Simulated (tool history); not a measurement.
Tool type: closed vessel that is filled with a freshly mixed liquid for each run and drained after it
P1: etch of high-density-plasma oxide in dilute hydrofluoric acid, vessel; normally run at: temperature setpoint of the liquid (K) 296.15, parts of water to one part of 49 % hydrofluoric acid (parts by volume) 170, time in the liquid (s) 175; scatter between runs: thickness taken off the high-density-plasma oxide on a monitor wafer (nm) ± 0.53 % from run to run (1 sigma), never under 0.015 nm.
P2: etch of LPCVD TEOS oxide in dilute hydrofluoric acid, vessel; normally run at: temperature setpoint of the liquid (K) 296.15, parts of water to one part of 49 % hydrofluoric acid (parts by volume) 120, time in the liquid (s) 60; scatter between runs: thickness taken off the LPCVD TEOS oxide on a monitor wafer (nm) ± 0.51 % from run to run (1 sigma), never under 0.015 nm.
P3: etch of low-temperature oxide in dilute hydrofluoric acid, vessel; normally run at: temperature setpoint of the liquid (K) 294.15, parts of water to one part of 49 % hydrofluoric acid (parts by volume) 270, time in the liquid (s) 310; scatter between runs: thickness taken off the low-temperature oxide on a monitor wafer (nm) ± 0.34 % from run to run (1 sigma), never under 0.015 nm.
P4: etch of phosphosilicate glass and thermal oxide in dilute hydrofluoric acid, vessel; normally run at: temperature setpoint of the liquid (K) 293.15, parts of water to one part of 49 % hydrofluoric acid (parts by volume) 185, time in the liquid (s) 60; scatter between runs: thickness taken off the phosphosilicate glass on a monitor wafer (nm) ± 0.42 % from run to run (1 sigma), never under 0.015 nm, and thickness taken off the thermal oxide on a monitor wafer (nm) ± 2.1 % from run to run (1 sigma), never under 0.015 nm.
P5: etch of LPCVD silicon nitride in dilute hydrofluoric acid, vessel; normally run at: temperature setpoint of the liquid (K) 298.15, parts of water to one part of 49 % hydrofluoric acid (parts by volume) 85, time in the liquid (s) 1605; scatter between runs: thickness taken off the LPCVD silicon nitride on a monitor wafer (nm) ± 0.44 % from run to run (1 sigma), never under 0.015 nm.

run	hour	process that ran	temperature setpoint of the liquid (K)	parts of water to one part of 49 % hydrofluoric acid (parts by volume)	time in the liquid (s)	thickness taken off the high-density-plasma oxide on a monitor wafer (nm)	thickness taken off the LPCVD TEOS oxide on a monitor wafer (nm)	thickness taken off the low-temperature oxide on a monitor wafer (nm)	thickness taken off the LPCVD silicon nitride on a monitor wafer (nm)	thickness taken off the phosphosilicate glass on a monitor wafer (nm)	thickness taken off the thermal oxide on a monitor wafer (nm)
1	6.4	P1	296.15	170	175	4.6806					
2	15.6	P1	296.15	170	60	1.6223					
3	28.8	P2	296.15	35	60		41.8800				
4	35.5	P3	300.65	270	310			38.422			
5	46.0	P1	296.15	170	270	7.2416					
6	57.9	P1	290.15	170	175	3.7696					
7	68.3	P1	296.15	170	175	4.7037					
8	81.7	P5	291.65	85	1605				6.60990		
9	95.2	P3	294.15	270	575			56.811			
10	101.6	P4	297.15	185	60					33.138	1.2698
11	109.5	P2	296.15	120	60		10.9550				
12	117.4	P4	293.15	185	90					42.617	1.6955
13	124.8	P1	296.15	270	175	2.6703					
14	131.5	P2	296.15	120	60		10.9380				
15	144.0	P2	292.15	120	60		9.3701				
16	150.5	P1	301.15	265	175	3.2409					
17	159.1	P5	298.15	85	120				0.77461		
18	167.5	P1	296.15	170	175	4.7285					
19	178.4	P1	296.15	40	70	9.3384					
20	186.8	P1	291.15	170	55	1.2378					
21	193.6	P1	296.15	75	175	11.9030					
22	204.5	P3	294.15	160	310			58.401			
23	216.9	P5	298.15	30	1605				28.61300		
24	228.8	P5	298.15	85	1605				10.30000		
25	241.8	P1	296.15	170	175	4.6866					
26	248.5	P2	296.15	120	30		5.4117				
27	262.1	P4	293.15	185	60					28.538	1.1047
28	275.9	P1	303.65	170	175	6.2157					
29	288.8	P3	294.15	270	310			30.737			
30	300.7	P4	293.15	90	60					64.879	2.6369
31	309.3	P4	293.15	185	60					28.437	1.1319
32	315.8	P1	296.15	170	175	4.6746					
33	327.7	P1	296.15	170	175	4.5699					
34	338.2	P1	296.15	170	175	4.4743					
35	346.7	P1	296.15	170	175	4.4851					
36	355.0	P1	296.15	170	175	4.4748					
37	368.0	P1	296.15	170	175	4.4386					
38	380.3	P1	296.15	170	175	4.4245					

The log shows P1 creeping away from where it was. Any of the 2 causes listed here, at the size stated for it, fits the log just as well as the others:
A: liquid colder than its thermometer reads (K) = 1.49
B: hydrofluoric acid flow below the setpoint (%) = 4.67
The process output started creeping at around hour 315.8.

Each of the 4 check runs below uses one wafer; its results are left as question marks. Which run tells the causes apart?
check 1	392.6	P3	294.15	270	310			?			
check 2	392.6	P5	298.15	85	1605				?		
check 3	392.6	P4	293.15	185	60					?	?
check 4	392.6	P2	296.15	120	60		?				

Check results expected under each cause:
check	result	if A	if B
check 1	thickness taken off the low-temperature oxide on a monitor wafer (nm)	29.161	29.014
check 2	thickness taken off the LPCVD silicon nitride on a monitor wafer (nm)	9.30390	9.79480
check 3	thickness taken off the phosphosilicate glass on a monitor wafer (nm)	26.827	26.872
check 3	thickness taken off the thermal oxide on a monitor wafer (nm)	1.0531	1.0549
check 4	thickness taken off the LPCVD TEOS oxide on a monitor wafer (nm)	10.3540	10.4000
Minimum pairwise separation of causes per check, each pair taken at its best-separating result: check 1 0.5 %; check 2 5.14 %; check 3 0.17 %; check 4 0.45 %
Check 2 distinguishes between the causes, while the remaining checks would return nearly the same result for all of them.

The results of check 2 are: thickness taken off the LPCVD silicon nitride on a monitor wafer (nm) 9.31180. Based on these, which of the listed causes is it?

It was cause A: liquid colder than its thermometer reads (K).
